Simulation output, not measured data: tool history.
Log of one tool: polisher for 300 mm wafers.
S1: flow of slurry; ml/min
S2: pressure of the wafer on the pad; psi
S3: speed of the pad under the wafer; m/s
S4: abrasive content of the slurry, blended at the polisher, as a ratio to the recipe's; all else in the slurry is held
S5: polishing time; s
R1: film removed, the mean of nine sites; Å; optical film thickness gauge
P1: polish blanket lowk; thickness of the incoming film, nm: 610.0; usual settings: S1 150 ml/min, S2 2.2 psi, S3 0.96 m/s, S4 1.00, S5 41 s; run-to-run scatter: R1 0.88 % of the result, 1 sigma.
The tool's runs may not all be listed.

Run 1, day 0.538: S1 150 ml/min, S2 2.2 psi, S3 0.96 m/s, S4 1.00, S5 41 s. Result: R1 153.830 Å.
Run 2, day 0.900: S1 150 ml/min, S2 1.2 psi, S3 0.96 m/s, S4 1.00, S5 41 s. Result: R1 81.735 Å.
Run 3, day 1.350: S1 225 ml/min, S2 2.2 psi, S3 0.96 m/s, S4 1.00, S5 41 s. Result: R1 158.470 Å.
At day 1.808: conditioning disc replaced and pad reconditioned.
Run 4, day 1.833: S1 150 ml/min, S2 2.2 psi, S3 1.38 m/s, S4 1.00, S5 41 s. Result: R1 201.880 Å.
Run 5, day 2.438: S1 150 ml/min, S2 2.2 psi, S3 0.96 m/s, S4 1.00, S5 41 s. Result: R1 152.270 Å.
Run 6, day 2.825: S1 150 ml/min, S2 2.2 psi, S3 1.30 m/s, S4 0.60, S5 41 s. Result: R1 146.560 Å.
Run 7, day 3.192: S1 150 ml/min, S2 3.0 psi, S3 0.96 m/s, S4 1.00, S5 41 s. Result: R1 204.380 Å.
Run 8, day 3.596: S1 150 ml/min, S2 2.2 psi, S3 0.96 m/s, S4 1.00, S5 41 s. Result: R1 151.130 Å.
Run 9, day 4.075: S1 150 ml/min, S2 2.2 psi, S3 0.96 m/s, S4 1.25, S5 41 s. Result: R1 164.140 Å.
Run 10, day 4.483: S1 150 ml/min, S2 2.2 psi, S3 0.96 m/s, S4 0.50, S5 41 s. Result: R1 105.930 Å.
Run 11, day 5.029: S1 150 ml/min, S2 2.2 psi, S3 0.96 m/s, S4 1.00, S5 22 s. Result: R1 81.562 Å.
Run 12, day 5.433: S1 225 ml/min, S2 2.2 psi, S3 0.46 m/s, S4 1.00, S5 41 s. Result: R1 88.392 Å.
Run 13, day 5.892: S1 150 ml/min, S2 2.2 psi, S3 0.96 m/s, S4 1.00, S5 56 s. Result: R1 205.780 Å.
Run 14, day 6.388: S1 150 ml/min, S2 2.2 psi, S3 0.96 m/s, S4 1.00, S5 41 s. Result: R1 150.580 Å.
At day 6.692: head pressure recalibrated.
Run 15, day 7.108: S1 90 ml/min, S2 2.2 psi, S3 0.96 m/s, S4 1.00, S5 41 s. Result: R1 136.820 Å.
Run 16, day 7.504: S1 150 ml/min, S2 2.2 psi, S3 0.96 m/s, S4 1.00, S5 41 s. Result: R1 153.130 Å.
Run 17, day 8.067: S1 150 ml/min, S2 2.2 psi, S3 0.44 m/s, S4 1.00, S5 41 s. Result: R1 80.463 Å.
Run 18, day 8.392: S1 150 ml/min, S2 2.2 psi, S3 0.96 m/s, S4 1.00, S5 41 s. Result: R1 150.140 Å.
Run 19, day 8.721: S1 150 ml/min, S2 2.2 psi, S3 0.96 m/s, S4 1.00, S5 41 s. Result: R1 145.280 Å.
Run 20, day 9.067: S1 150 ml/min, S2 2.2 psi, S3 0.96 m/s, S4 1.00, S5 41 s. Result: R1 141.390 Å.
Run 21, day 9.529: S1 150 ml/min, S2 2.2 psi, S3 0.96 m/s, S4 1.00, S5 41 s. Result: R1 137.190 Å.
At day 9.858: worn pad replaced by a new one.
Run 22, day 10.196: S1 150 ml/min, S2 2.2 psi, S3 0.96 m/s, S4 1.00, S5 41 s. Result: R1 136.790 Å.
At day 10.396: conditioning disc replaced and pad reconditioned.
At day 10.492: slurry nozzle cleaned.
Run 23, day 10.788: S1 150 ml/min, S2 2.2 psi, S3 0.96 m/s, S4 1.00, S5 41 s. Result: R1 136.130 Å.
Run 24, day 11.471: S1 150 ml/min, S2 2.2 psi, S3 0.96 m/s, S4 1.00, S5 41 s. Result: R1 134.870 Å.

What P1 gives has crept away from where it was. These 2 causes fit the log equally well, each at the size given:
A: head's pressure below its setpoint, % = 10.6
B: abrasive missing from the slurry, % = 20.7
The creep began at about day 8.392.
Why every other cause is out:
removal rate lost through wear of the pad, %: serviced at day 9.858, which brought nothing back
slurry flow missing at the pad, %: serviced at day 10.492, which brought nothing back
time polished since the conditioner stopped cutting, s: serviced at day 10.396, which brought nothing back

4 check runs are offered, each on 5 wafers whose results are averaged, their results left as question marks. Which one tells the causes apart?
Run check 1, day 12.154: S1 150 ml/min, S2 1.3 psi, S3 0.96 m/s, S4 1.00, S5 24 s. Result: R1 ?.
Run check 2, day 12.154: S1 150 ml/min, S2 2.2 psi, S3 1.26 m/s, S4 0.60, S5 41 s. Result: R1 ?.
Run check 3, day 12.154: S1 95 ml/min, S2 2.2 psi, S3 0.44 m/s, S4 1.00, S5 41 s. Result: R1 ?.
Run check 4, day 12.154: S1 220 ml/min, S2 2.2 psi, S3 0.96 m/s, S4 1.00, S5 41 s. Result: R1 ?.

What each check would give under each cause:
  check  result     if A     if B
check 1      R1   46.754   46.750
check 2      R1  128.940  125.230
check 3      R1   65.710   65.705
check 4      R1  142.850  142.840
How far apart the two closest causes lie, in the result that separates them most: check 1 0.01 %; check 2 2.92 %; check 3 0.01 %; check 4 0.01 %
Check 2 tells the causes apart: in the others they would give nearly the same result.

Then check 2 was run and gave: R1 124.560 Å. Which cause is it?

It is B: abrasive missing from the slurry, %.
